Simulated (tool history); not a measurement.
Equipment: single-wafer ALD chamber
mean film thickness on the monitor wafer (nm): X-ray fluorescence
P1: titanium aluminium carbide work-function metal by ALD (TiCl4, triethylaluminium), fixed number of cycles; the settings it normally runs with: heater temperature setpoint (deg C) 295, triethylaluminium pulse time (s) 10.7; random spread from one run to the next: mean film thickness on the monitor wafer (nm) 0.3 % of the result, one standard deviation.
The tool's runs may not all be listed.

run   hour  heater temperature setpoint (deg C)  triethylaluminium pulse time (s)  hours since the last thermocouple change  hours since the last triethylaluminium bottle change  mean film thickness on the monitor wafer (nm)
  1   11.7                                  295                              10.7                                     560.3                                                1095.9                                          1.986
  2   23.8                                  295                              10.7                                     572.4                                                  1108                                          1.986
  3   39.6                                  272                              4.46                                     588.2                                                1123.8                                         1.4399
  4   56.9                                  295                              10.7                                     605.5                                                1141.1                                         1.9852
  5   68.2                                  283                              10.7                                     616.8                                                1152.4                                         1.8845
  6   85.2                                  295                              10.7                                     633.8                                                1169.4                                         1.9734
  7   95.8                                  295                              4.75                                     644.4                                                  1180                                         1.6415
  8  104.4                                  295                             14.62                                       653                                                1188.6                                         2.0289
  9  113.9                                  295                              10.7                                     662.5                                                1198.1                                         1.9872
 10  124.1                                  319                              10.7                                     672.7                                                1208.3                                          2.204
 11  137.8                                  295                              10.7                                     686.4                                                  1222                                         1.9895
 12  153.1                                  295                              10.7                                     701.7                                                1237.3                                         1.9778
 13  164.9                                  295                              10.7                                     713.5                                                1249.1                                          1.969
 14  179.9                                  295                              10.7                                     728.5                                                1264.1                                         1.9595
 15  196.3                                  295                              10.7                                     744.9                                                1280.5                                         1.9649
 16  212.4                                  295                              10.7                                       761                                                1296.6                                         1.9636
 17  224.2                                  295                              10.7                                     772.8                                                1308.4                                          1.959
 18  236.1                                  295                              10.7                                     784.7                                                1320.3                                         1.9575
 19  249.6                                  295                              10.7                                     798.2                                                1333.8                                         1.9615
 20  263.9                                  295                              10.7                                     812.5                                                1348.1                                         1.9513
 21  279.1                                  295                              10.7                                     827.7                                                1363.3                                         1.9493
 22  287.5                                  295                              10.7                                     836.1                                                1371.7                                         1.9505

Something has made what P1 gives creep away from where it was; the 2 causes below, each at its own stated size, fit the log equally well:
A: wafer temperature below the value expected at the setpoint (K) = 4.11
B: triethylaluminium dose below that of a fresh bottle (%) = 14.5
At approximately hour 153.1, the process output began to creep.

Of the 4 check runs listed below, each run on one wafer and each result written as a question mark, which would let you distinguish the listed causes because they would give clearly different results?
check 1  295.9                                  319                              10.7                                                                                                                                              ?
check 2  295.9                                  306                              5.05                                                                                                                                              ?
check 3  295.9                                  318                              10.7                                                                                                                                              ?
check 4  295.9                                  307                              10.7                                                                                                                                              ?

Expected result of each check under each candidate cause:
  check                                         result    if A    if B
check 1  mean film thickness on the monitor wafer (nm)  2.1653  2.1621
check 2  mean film thickness on the monitor wafer (nm)  1.7337  1.6568
check 3  mean film thickness on the monitor wafer (nm)  2.1563  2.1534
check 4  mean film thickness on the monitor wafer (nm)  2.0585   2.057
Gap, in per cent, between the two causes that each check separates least, read from the result that separates them most: check 1 0.14 %; check 2 4.54 %; check 3 0.14 %; check 4 0.07 %
Check 2 tells the causes apart: in the others they would give nearly the same result.

Check 2 has now been run. It gave: mean film thickness on the monitor wafer (nm) 1.6572. Which of the candidate causes is it?

The cause is B: triethylaluminium dose below that of a fresh bottle (%).

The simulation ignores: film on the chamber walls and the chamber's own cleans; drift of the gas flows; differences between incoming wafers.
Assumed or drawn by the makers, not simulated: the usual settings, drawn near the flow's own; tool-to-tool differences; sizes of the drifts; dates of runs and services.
